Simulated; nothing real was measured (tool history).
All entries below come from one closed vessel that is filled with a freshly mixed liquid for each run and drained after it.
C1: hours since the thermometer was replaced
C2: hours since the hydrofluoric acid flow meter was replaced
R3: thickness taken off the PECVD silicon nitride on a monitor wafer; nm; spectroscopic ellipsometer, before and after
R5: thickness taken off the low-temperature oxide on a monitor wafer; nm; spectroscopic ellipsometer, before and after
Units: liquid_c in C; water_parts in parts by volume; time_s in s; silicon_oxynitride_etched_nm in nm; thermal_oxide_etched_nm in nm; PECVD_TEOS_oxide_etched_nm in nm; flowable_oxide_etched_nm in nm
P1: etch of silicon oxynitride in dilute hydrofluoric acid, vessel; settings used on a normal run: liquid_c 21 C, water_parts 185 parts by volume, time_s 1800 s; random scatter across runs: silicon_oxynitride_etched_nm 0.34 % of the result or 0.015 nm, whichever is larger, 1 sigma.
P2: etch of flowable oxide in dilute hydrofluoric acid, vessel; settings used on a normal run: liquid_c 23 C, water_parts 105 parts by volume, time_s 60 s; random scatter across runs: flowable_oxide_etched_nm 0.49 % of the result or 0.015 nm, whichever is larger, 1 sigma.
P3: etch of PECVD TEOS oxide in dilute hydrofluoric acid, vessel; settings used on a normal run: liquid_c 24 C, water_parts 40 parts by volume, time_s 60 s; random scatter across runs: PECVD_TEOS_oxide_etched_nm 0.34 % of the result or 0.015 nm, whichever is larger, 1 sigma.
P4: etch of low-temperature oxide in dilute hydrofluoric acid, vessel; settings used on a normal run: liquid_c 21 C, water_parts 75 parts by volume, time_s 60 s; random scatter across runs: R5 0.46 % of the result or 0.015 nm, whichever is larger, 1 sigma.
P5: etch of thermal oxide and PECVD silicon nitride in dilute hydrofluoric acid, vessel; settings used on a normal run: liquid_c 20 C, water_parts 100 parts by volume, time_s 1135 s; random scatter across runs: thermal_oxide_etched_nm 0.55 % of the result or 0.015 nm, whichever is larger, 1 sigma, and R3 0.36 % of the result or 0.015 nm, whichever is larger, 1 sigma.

Run 1, hour 11.2: process P1, liquid_c 21 C, water_parts 185 parts by volume, time_s 1800 s; C1 454.5; C2 435. Result: silicon_oxynitride_etched_nm 21.659 nm.
Run 2, hour 20.7: process P1, liquid_c 21 C, water_parts 185 parts by volume, time_s 900 s; C1 464; C2 444.5. Result: silicon_oxynitride_etched_nm 10.853 nm.
Run 3, hour 31.7: process P5, liquid_c 20 C, water_parts 100 parts by volume, time_s 1135 s; C1 475; C2 455.5. Result: thermal_oxide_etched_nm 46.918 nm, R3 40.895 nm.
Run 4, hour 41.4: process P3, liquid_c 24 C, water_parts 40 parts by volume, time_s 60 s; C1 484.7; C2 465.2. Result: PECVD_TEOS_oxide_etched_nm 30.859 nm.
Run 5, hour 52.9: process P3, liquid_c 24 C, water_parts 60 parts by volume, time_s 60 s; C1 496.2; C2 476.7. Result: PECVD_TEOS_oxide_etched_nm 19.968 nm.
Run 6, hour 62.7: process P1, liquid_c 21 C, water_parts 60 parts by volume, time_s 1035 s; C1 506; C2 486.5. Result: silicon_oxynitride_etched_nm 42.284 nm.
Run 7, hour 69: process P1, liquid_c 21 C, water_parts 185 parts by volume, time_s 3025 s; C1 512.3; C2 492.8. Result: silicon_oxynitride_etched_nm 36.556 nm.
Run 8, hour 79.3: process P4, liquid_c 21 C, water_parts 75 parts by volume, time_s 115 s; C1 522.6; C2 503.1. Result: R5 27.737 nm.
Run 9, hour 89.4: process P5, liquid_c 24.5 C, water_parts 100 parts by volume, time_s 1135 s; C1 532.7; C2 513.2. Result: thermal_oxide_etched_nm 56.142 nm, R3 54.991 nm.
Run 10, hour 97.2: process P2, liquid_c 23 C, water_parts 105 parts by volume, time_s 60 s; C1 540.5; C2 521. Result: flowable_oxide_etched_nm 15.204 nm.
Run 11, hour 102.6: process P1, liquid_c 21 C, water_parts 185 parts by volume, time_s 1800 s; C1 545.9; C2 526.4. Result: silicon_oxynitride_etched_nm 21.682 nm.
Run 12, hour 110.1: process P1, liquid_c 17 C, water_parts 185 parts by volume, time_s 1800 s; C1 553.4; C2 533.9. Result: silicon_oxynitride_etched_nm 17.949 nm.
Run 13, hour 115.4: process P3, liquid_c 20 C, water_parts 40 parts by volume, time_s 60 s; C1 558.7; C2 539.2. Result: PECVD_TEOS_oxide_etched_nm 26.163 nm.
Run 14, hour 126.3: process P4, liquid_c 21 C, water_parts 130 parts by volume, time_s 60 s; C1 569.6; C2 550.1. Result: R5 7.7566 nm.
Run 15, hour 136.6: process P5, liquid_c 20 C, water_parts 145 parts by volume, time_s 1135 s; C1 579.9; C2 560.4. Result: thermal_oxide_etched_nm 30.737 nm, R3 28.484 nm.
Run 16, hour 142.6: process P2, liquid_c 23 C, water_parts 35 parts by volume, time_s 60 s; C1 585.9; C2 566.4. Result: flowable_oxide_etched_nm 49.529 nm.
Run 17, hour 150: process P1, liquid_c 25 C, water_parts 185 parts by volume, time_s 1800 s; C1 593.3; C2 573.8. Result: silicon_oxynitride_etched_nm 26.023 nm.
Run 18, hour 156.6: process P4, liquid_c 26.5 C, water_parts 75 parts by volume, time_s 60 s; C1 599.9; C2 580.4. Result: R5 17.943 nm.
Run 19, hour 165.8: process P2, liquid_c 17 C, water_parts 105 parts by volume, time_s 60 s; C1 609.1; C2 589.6. Result: flowable_oxide_etched_nm 11.766 nm.
Run 20, hour 177.2: process P2, liquid_c 23 C, water_parts 105 parts by volume, time_s 60 s; C1 620.5; C2 601. Result: flowable_oxide_etched_nm 15.231 nm.
Run 21, hour 185.3: process P3, liquid_c 24 C, water_parts 40 parts by volume, time_s 35 s; C1 628.6; C2 609.1. Result: PECVD_TEOS_oxide_etched_nm 17.978 nm.
Run 22, hour 190.8: process P1, liquid_c 21 C, water_parts 300 parts by volume, time_s 1800 s; C1 634.1; C2 614.6. Result: silicon_oxynitride_etched_nm 12.473 nm.
Run 23, hour 201.1: process P1, liquid_c 21 C, water_parts 185 parts by volume, time_s 1800 s; C1 644.4; C2 624.9. Result: silicon_oxynitride_etched_nm 21.765 nm.
Run 24, hour 210.3: process P1, liquid_c 21 C, water_parts 185 parts by volume, time_s 1800 s; C1 653.6; C2 634.1. Result: silicon_oxynitride_etched_nm 21.842 nm.
Run 25, hour 217.8: process P1, liquid_c 21 C, water_parts 185 parts by volume, time_s 1800 s; C1 661.1; C2 641.6. Result: silicon_oxynitride_etched_nm 21.7 nm.
Run 26, hour 226.1: process P5, liquid_c 20 C, water_parts 100 parts by volume, time_s 570 s; C1 669.4; C2 649.9. Result: thermal_oxide_etched_nm 23.652 nm, R3 20.587 nm.
Run 27, hour 237.8: process P1, liquid_c 21 C, water_parts 90 parts by volume, time_s 1800 s; C1 681.1; C2 661.6. Result: silicon_oxynitride_etched_nm 47.774 nm.
Run 28, hour 247.3: process P3, liquid_c 24 C, water_parts 40 parts by volume, time_s 60 s; C1 690.6; C2 671.1. Result: PECVD_TEOS_oxide_etched_nm 30.715 nm.
Run 29, hour 254: process P1, liquid_c 21 C, water_parts 325 parts by volume, time_s 840 s; C1 697.3; C2 677.8. Result: silicon_oxynitride_etched_nm 5.2855 nm.
Run 30, hour 259.4: process P2, liquid_c 23 C, water_parts 105 parts by volume, time_s 30 s; C1 702.7; C2 683.2. Result: flowable_oxide_etched_nm 7.5508 nm.
Run 31, hour 270.9: process P4, liquid_c 21 C, water_parts 75 parts by volume, time_s 60 s; C1 714.2; C2 694.7. Result: R5 14.307 nm.
Run 32, hour 277.9: process P1, liquid_c 21 C, water_parts 185 parts by volume, time_s 1800 s; C1 721.2; C2 701.7. Result: silicon_oxynitride_etched_nm 21.787 nm.
Run 33, hour 287.6: process P1, liquid_c 21 C, water_parts 185 parts by volume, time_s 1800 s; C1 730.9; C2 711.4. Result: silicon_oxynitride_etched_nm 21.628 nm.
Run 34, hour 292.9: process P4, liquid_c 21 C, water_parts 75 parts by volume, time_s 60 s; C1 736.2; C2 716.7. Result: R5 14.406 nm.
Run 35, hour 299.5: process P1, liquid_c 21 C, water_parts 185 parts by volume, time_s 1800 s; C1 742.8; C2 723.3. Result: silicon_oxynitride_etched_nm 21.671 nm.
Run 36, hour 309.6: process P1, liquid_c 21 C, water_parts 185 parts by volume, time_s 1800 s; C1 752.9; C2 733.4. Result: silicon_oxynitride_etched_nm 22.837 nm.
Run 37, hour 319.4: process P1, liquid_c 21 C, water_parts 185 parts by volume, time_s 1800 s; C1 762.7; C2 743.2. Result: silicon_oxynitride_etched_nm 23.18 nm.
Run 38, hour 327.8: process P1, liquid_c 21 C, water_parts 185 parts by volume, time_s 1800 s; C1 771.1; C2 751.6. Result: silicon_oxynitride_etched_nm 23.489 nm.
Run 39, hour 336.7: process P1, liquid_c 21 C, water_parts 185 parts by volume, time_s 1800 s; C1 780; C2 760.5. Result: silicon_oxynitride_etched_nm 23.469 nm.
Run 40, hour 344.4: process P1, liquid_c 21 C, water_parts 185 parts by volume, time_s 1800 s; C1 787.7; C2 768.2. Result: silicon_oxynitride_etched_nm 23.574 nm.
Run 41, hour 353.4: process P1, liquid_c 21 C, water_parts 185 parts by volume, time_s 1800 s; C1 796.7; C2 777.2. Result: silicon_oxynitride_etched_nm 23.731 nm.

P1 no longer gives what it gave before; its output has crept away from where it was. The following 2 causes, each at its listed size, fit the log equally well:
A: hydrofluoric acid flow above the setpoint (%) = 7.79
B: liquid hotter than its thermometer reads (K) = 1.84
The process output started creeping at around hour 299.5.

Which of the 4 check runs listed below separates the causes, so that each cause would produce a clearly different result? Each run uses one wafer, and its results are marked with question marks.
Run check 1, hour 362.4: process P5, liquid_c 20 C, water_parts 100 parts by volume, time_s 1135 s. Result: thermal_oxide_etched_nm ?, R3 ?.
Run check 2, hour 362.4: process P3, liquid_c 24 C, water_parts 40 parts by volume, time_s 60 s. Result: PECVD_TEOS_oxide_etched_nm ?.
Run check 3, hour 362.4: process P4, liquid_c 21 C, water_parts 75 parts by volume, time_s 60 s. Result: R5 ?.
Run check 4, hour 362.4: process P2, liquid_c 23 C, water_parts 105 parts by volume, time_s 60 s. Result: flowable_oxide_etched_nm ?.

Check results expected under each cause:
  check                      result    if A    if B
check 1     thermal_oxide_etched_nm  50.758  50.343
check 1                          R3  43.787  46.082
check 2  PECVD_TEOS_oxide_etched_nm  33.258  33.156
check 3                          R5  15.602   15.51
check 4    flowable_oxide_etched_nm  16.523  16.336
How far apart the two closest causes lie, in the result that separates them most: check 1 5.11 %; check 2 0.31 %; check 3 0.59 %; check 4 1.14 %
The causes can be told apart only by check 1. The other checks would give nearly the same results under each of them.

Check 1 has now been run. It gave: thermal_oxide_etched_nm 50.231 nm; R3 45.941 nm. Which of the candidate causes is it?

The correct cause is B, namely: liquid hotter than its thermometer reads (K).
